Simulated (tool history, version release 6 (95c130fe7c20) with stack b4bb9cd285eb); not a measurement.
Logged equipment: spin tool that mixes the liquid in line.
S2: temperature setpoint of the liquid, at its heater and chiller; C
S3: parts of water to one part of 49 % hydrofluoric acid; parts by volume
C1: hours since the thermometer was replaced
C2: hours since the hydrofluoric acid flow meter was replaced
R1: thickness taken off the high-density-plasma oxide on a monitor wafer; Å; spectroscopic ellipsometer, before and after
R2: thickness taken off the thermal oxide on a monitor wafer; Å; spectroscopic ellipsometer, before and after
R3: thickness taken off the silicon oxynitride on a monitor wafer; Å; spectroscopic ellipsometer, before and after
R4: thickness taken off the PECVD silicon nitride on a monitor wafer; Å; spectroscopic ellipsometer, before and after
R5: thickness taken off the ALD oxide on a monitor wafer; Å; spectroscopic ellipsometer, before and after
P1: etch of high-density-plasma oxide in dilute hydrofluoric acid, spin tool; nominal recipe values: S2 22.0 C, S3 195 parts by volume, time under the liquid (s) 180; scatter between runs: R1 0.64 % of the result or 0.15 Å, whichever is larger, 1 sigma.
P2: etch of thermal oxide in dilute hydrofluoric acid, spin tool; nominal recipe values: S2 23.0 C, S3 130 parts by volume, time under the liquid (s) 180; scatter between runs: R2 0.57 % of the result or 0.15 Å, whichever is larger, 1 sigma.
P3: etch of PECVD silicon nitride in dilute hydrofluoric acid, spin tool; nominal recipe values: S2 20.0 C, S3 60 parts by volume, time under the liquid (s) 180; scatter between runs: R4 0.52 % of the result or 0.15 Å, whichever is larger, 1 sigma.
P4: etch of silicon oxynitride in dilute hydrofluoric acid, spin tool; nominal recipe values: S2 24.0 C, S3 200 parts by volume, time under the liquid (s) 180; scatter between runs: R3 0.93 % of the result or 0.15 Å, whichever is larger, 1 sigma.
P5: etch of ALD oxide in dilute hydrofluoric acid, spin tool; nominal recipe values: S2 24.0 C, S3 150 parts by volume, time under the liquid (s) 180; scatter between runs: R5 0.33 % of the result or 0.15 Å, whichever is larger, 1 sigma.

Run 1, day 0.267: process that ran P1, S2 22.0 C, S3 195 parts by volume, time under the liquid (s) 180; C1 318.7; C2 264.9. Result: R1 39.421 Å.
Run 2, day 0.558: process that ran P2, S2 23.0 C, S3 130 parts by volume, time under the liquid (s) 75; C1 325.7; C2 271.9. Result: R2 25.531 Å.
Run 3, day 0.700: process that ran P4, S2 24.0 C, S3 200 parts by volume, time under the liquid (s) 15; C1 329.1; C2 275.3. Result: R3 2.3623 Å.
Run 4, day 0.850: process that ran P3, S2 20.0 C, S3 60 parts by volume, time under the liquid (s) 355; C1 332.7; C2 278.9. Result: R4 77.954 Å.
Run 5, day 1.050: process that ran P4, S2 24.0 C, S3 200 parts by volume, time under the liquid (s) 180; C1 337.5; C2 283.7. Result: R3 27.0710 Å.
Run 6, day 1.350: process that ran P2, S2 23.0 C, S3 180 parts by volume, time under the liquid (s) 180; C1 344.7; C2 290.9. Result: R2 40.919 Å.
Run 7, day 1.575: process that ran P1, S2 22.0 C, S3 195 parts by volume, time under the liquid (s) 180; C1 350.1; C2 296.3. Result: R1 39.366 Å.
Run 8, day 1.742: process that ran P1, S2 17.0 C, S3 195 parts by volume, time under the liquid (s) 180; C1 354.1; C2 300.3. Result: R1 32.524 Å.
Run 9, day 2.021: process that ran P1, S2 22.0 C, S3 55 parts by volume, time under the liquid (s) 180; C1 360.8; C2 307.0. Result: R1 160.930 Å.
Run 10, day 2.262: process that ran P1, S2 29.5 C, S3 195 parts by volume, time under the liquid (s) 180; C1 366.6; C2 312.8. Result: R1 50.912 Å.
Run 11, day 2.529: process that ran P4, S2 31.5 C, S3 200 parts by volume, time under the liquid (s) 180; C1 373.0; C2 319.2. Result: R3 37.2490 Å.
Run 12, day 2.821: process that ran P5, S2 18.0 C, S3 150 parts by volume, time under the liquid (s) 180; C1 380.0; C2 326.2. Result: R5 125.83 Å.
Run 13, day 3.096: process that ran P1, S2 22.0 C, S3 195 parts by volume, time under the liquid (s) 180; C1 386.6; C2 332.8. Result: R1 38.958 Å.
Run 14, day 3.233: process that ran P2, S2 23.0 C, S3 130 parts by volume, time under the liquid (s) 180; C1 389.9; C2 336.1. Result: R2 61.373 Å.
Run 15, day 3.504: process that ran P1, S2 26.5 C, S3 310 parts by volume, time under the liquid (s) 180; C1 396.4; C2 342.6. Result: R1 25.798 Å.
Run 16, day 3.667: process that ran P2, S2 17.0 C, S3 130 parts by volume, time under the liquid (s) 180; C1 400.3; C2 346.5. Result: R2 47.644 Å.
Run 17, day 3.929: process that ran P1, S2 22.0 C, S3 270 parts by volume, time under the liquid (s) 180; C1 406.6; C2 352.8. Result: R1 26.113 Å.
Run 18, day 4.117: process that ran P3, S2 20.0 C, S3 60 parts by volume, time under the liquid (s) 180; C1 411.1; C2 357.3. Result: R4 39.727 Å.
Run 19, day 4.379: process that ran P5, S2 24.0 C, S3 150 parts by volume, time under the liquid (s) 180; C1 417.4; C2 363.6. Result: R5 159.16 Å.

Run 20 comes next. What will it give?
Run 20, day 4.554: process that ran P3, S2 26.0 C, S3 60 parts by volume, time under the liquid (s) 180; C1 421.6; C2 367.8. Result: R4 ?.

For run 20 the tool returned R4 59.340 Å.
